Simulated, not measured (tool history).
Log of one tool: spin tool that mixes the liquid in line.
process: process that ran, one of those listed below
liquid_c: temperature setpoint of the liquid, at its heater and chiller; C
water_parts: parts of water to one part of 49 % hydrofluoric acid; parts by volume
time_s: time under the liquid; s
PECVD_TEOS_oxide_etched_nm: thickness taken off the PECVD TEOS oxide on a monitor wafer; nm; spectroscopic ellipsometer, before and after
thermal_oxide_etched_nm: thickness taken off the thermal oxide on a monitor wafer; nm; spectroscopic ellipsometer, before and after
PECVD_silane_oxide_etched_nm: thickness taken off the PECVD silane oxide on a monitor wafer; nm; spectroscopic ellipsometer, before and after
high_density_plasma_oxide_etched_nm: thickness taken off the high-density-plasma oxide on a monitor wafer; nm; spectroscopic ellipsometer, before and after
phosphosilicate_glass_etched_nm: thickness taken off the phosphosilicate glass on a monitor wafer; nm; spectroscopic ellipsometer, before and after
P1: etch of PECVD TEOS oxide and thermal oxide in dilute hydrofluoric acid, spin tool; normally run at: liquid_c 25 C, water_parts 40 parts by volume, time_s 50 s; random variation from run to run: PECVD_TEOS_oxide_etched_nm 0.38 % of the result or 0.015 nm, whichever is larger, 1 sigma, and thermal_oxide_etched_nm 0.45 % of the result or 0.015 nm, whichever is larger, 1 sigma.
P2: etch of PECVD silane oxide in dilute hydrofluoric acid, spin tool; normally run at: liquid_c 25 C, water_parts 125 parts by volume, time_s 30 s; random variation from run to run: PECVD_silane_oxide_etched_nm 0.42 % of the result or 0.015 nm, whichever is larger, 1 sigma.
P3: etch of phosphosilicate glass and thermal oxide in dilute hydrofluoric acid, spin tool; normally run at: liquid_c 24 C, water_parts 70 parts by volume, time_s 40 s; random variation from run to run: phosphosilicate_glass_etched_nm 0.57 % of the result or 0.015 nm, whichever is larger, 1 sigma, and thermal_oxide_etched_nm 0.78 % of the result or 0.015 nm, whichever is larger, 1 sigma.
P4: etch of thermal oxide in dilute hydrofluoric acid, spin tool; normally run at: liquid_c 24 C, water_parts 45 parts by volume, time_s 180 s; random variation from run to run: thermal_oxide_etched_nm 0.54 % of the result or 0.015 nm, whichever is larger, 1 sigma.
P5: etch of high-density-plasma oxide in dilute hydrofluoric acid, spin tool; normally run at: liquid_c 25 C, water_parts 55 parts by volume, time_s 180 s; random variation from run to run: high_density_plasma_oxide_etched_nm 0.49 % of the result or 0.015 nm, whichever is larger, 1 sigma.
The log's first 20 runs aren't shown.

run,hour,process,liquid_c,water_parts,time_s,PECVD_TEOS_oxide_etched_nm,thermal_oxide_etched_nm,PECVD_silane_oxide_etched_nm,high_density_plasma_oxide_etched_nm,phosphosilicate_glass_etched_nm
21,258.1,P2,25,125,15,,,6.0106,,
22,275.9,P1,25,70,90,22.953,6.7628,,,
23,293.8,P3,24,70,40,,2.7988,,,54.538
24,303.4,P1,17,40,50,16.646,4.8878,,,
25,315.2,P4,24,45,180,,21.397,,,
26,326.1,P1,25,40,50,23.237,6.8734,,,
27,337,P1,30,40,50,28.541,8.4433,,,
28,350.2,P1,25,40,75,34.776,10.222,,,
29,364.3,P2,25,225,30,,,6.0191,,
30,372.6,P1,25,40,50,23.499,6.7718,,,

The next listed run, before its measurement:
31,383.5,P1,25,40,50,?,?,,,

Run 31 gave PECVD_TEOS_oxide_etched_nm 22.607 nm, thermal_oxide_etched_nm 6.524 nm.

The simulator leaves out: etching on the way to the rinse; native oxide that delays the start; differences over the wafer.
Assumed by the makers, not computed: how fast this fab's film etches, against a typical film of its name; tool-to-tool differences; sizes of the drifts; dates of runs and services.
